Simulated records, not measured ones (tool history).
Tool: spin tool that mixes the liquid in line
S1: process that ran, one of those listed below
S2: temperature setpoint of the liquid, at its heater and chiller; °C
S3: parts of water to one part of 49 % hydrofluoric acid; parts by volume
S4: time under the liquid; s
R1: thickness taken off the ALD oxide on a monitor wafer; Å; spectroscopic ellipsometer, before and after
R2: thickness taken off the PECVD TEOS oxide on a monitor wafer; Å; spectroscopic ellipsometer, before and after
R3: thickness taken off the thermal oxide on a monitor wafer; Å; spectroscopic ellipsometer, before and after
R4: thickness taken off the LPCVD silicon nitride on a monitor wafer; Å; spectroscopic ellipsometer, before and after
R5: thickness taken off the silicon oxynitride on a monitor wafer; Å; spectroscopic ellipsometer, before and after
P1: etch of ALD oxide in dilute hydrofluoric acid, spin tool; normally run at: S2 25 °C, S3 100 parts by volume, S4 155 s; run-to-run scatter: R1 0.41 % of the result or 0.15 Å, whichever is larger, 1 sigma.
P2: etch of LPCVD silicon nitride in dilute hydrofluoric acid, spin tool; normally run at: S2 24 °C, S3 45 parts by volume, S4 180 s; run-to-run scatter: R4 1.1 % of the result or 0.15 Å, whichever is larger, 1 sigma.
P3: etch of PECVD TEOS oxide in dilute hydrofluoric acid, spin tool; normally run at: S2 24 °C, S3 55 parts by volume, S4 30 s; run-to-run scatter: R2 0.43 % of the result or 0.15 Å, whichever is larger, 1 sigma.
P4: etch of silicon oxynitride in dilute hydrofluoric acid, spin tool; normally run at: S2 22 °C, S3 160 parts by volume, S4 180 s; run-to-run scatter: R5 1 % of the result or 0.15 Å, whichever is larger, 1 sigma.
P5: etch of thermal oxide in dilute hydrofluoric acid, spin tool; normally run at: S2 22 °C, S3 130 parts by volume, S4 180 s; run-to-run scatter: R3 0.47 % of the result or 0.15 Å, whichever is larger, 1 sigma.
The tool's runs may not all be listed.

run 1 hour=14.2 | S1=P1 S2=25 S3=100 S4=155 | R1=341.46
run 2 hour=26.7 | S1=P1 S2=25 S3=40 S4=155 | R1=919.05
run 3 hour=39.1 | S1=P3 S2=24 S3=55 S4=60 | R2=312.73
run 4 hour=47.2 | S1=P3 S2=20 S3=55 S4=30 | R2=131.94
run 5 hour=60.6 | S1=P5 S2=22 S3=130 S4=180 | R3=57.22
run 6 hour=75.4 | S1=P2 S2=24 S3=45 S4=15 | R4=1.9404
run 7 hour=88.5 | S1=P3 S2=24 S3=55 S4=30 | R2=154.65
run 8 hour=104 | S1=P1 S2=30.5 S3=100 S4=155 | R1=420.93
run 9 hour=111.1 | S1=P4 S2=22 S3=240 S4=180 | R5=12.658
run 10 hour=122.1 | S1=P2 S2=24 S3=30 S4=180 | R4=33.077
run 11 hour=137.9 | S1=P1 S2=25 S3=135 S4=265 | R1=414.08
run 12 hour=154 | S1=P3 S2=24 S3=55 S4=30 | R2=155.4
run 13 hour=170.1 | S1=P3 S2=24 S3=95 S4=30 | R2=86.072
run 14 hour=180.4 | S1=P1 S2=25 S3=100 S4=155 | R1=339.01
run 15 hour=188.2 | S1=P5 S2=18.5 S3=130 S4=180 | R3=49.299
run 16 hour=200 | S1=P2 S2=24 S3=45 S4=180 | R4=21.434
run 17 hour=208.9 | S1=P1 S2=25 S3=175 S4=155 | R1=177.39
run 18 hour=216 | S1=P1 S2=25 S3=100 S4=275 | R1=604.89
run 19 hour=232 | S1=P1 S2=31.5 S3=100 S4=35 | R1=99.239
run 20 hour=248.2 | S1=P5 S2=22 S3=50 S4=180 | R3=163.53
run 21 hour=256.3 | S1=P5 S2=22 S3=130 S4=295 | R3=93.649
run 22 hour=270.9 | S1=P4 S2=22 S3=160 S4=180 | R5=19.594
run 23 hour=279.8 | S1=P2 S2=19 S3=45 S4=180 | R4=15.817
run 24 hour=288.1 | S1=P1 S2=25 S3=100 S4=155 | R1=340.81
run 25 hour=296.9 | S1=P4 S2=17 S3=160 S4=180 | R5=15.77
run 26 hour=312.6 | S1=P4 S2=22 S3=160 S4=180 | R5=19.39
run 27 hour=322.5 | S1=P4 S2=22 S3=160 S4=50 | R5=5.5191
run 28 hour=334.3 | S1=P1 S2=17 S3=100 S4=155 | R1=244.3
run 29 hour=350 | S1=P1 S2=25 S3=100 S4=30 | R1=65.297
run 30 hour=359.5 | S1=P1 S2=25 S3=100 S4=155 | R1=338.99
run 31 hour=374.3 | S1=P2 S2=24 S3=45 S4=180 | R4=22.043
run 32 hour=389.2 | S1=P1 S2=25 S3=100 S4=155 | R1=341.56
run 33 hour=396.5 | S1=P1 S2=25 S3=100 S4=155 | R1=334.92
run 34 hour=409 | S1=P1 S2=25 S3=100 S4=155 | R1=324.99
run 35 hour=422.2 | S1=P1 S2=25 S3=100 S4=155 | R1=320.29
run 36 hour=438.5 | S1=P1 S2=25 S3=100 S4=155 | R1=318.29
run 37 hour=453.9 | S1=P1 S2=25 S3=100 S4=155 | R1=316.32
run 38 hour=470.2 | S1=P1 S2=25 S3=100 S4=155 | R1=316.22
run 39 hour=485.2 | S1=P1 S2=25 S3=100 S4=155 | R1=313.59

What P1 gives has crept away from where it was. These 2 causes fit the log equally well, each at the size given:
A: liquid colder than its thermometer reads (K) = 2.01
B: hydrofluoric acid flow below the setpoint (%) = 6.8
The creep began at about hour 389.2.

4 check runs are offered, each on 2 wafers whose results are averaged, their results left as question marks. Which one tells the causes apart?
run check 1 hour=500.2 | S1=P2 S2=24 S3=45 S4=180 | R4=?
run check 2 hour=500.2 | S1=P5 S2=22 S3=130 S4=180 | R3=?
run check 3 hour=500.2 | S1=P3 S2=24 S3=55 S4=30 | R2=?
run check 4 hour=500.2 | S1=P4 S2=22 S3=160 S4=180 | R5=?

What each check would give under each cause:
check=check_1 result=R4 if_A=19.198 if_B=20.552
check=check_2 result=R3 if_A=52.559 if_B=52.521
check=check_3 result=R2 if_A=143.52 if_B=144.59
check=check_4 result=R5 if_A=18.004 if_B=18.285
How far apart the two closest causes lie, in the result that separates them most: check 1 6.81 %; check 2 0.07 %; check 3 0.74 %; check 4 1.55 %
Only check 1 tells the causes apart: in the others they would give nearly the same result.

Check 1 was then run and gave: R4 19.349 Å. Which cause is it?

It is A: liquid colder than its thermometer reads (K).
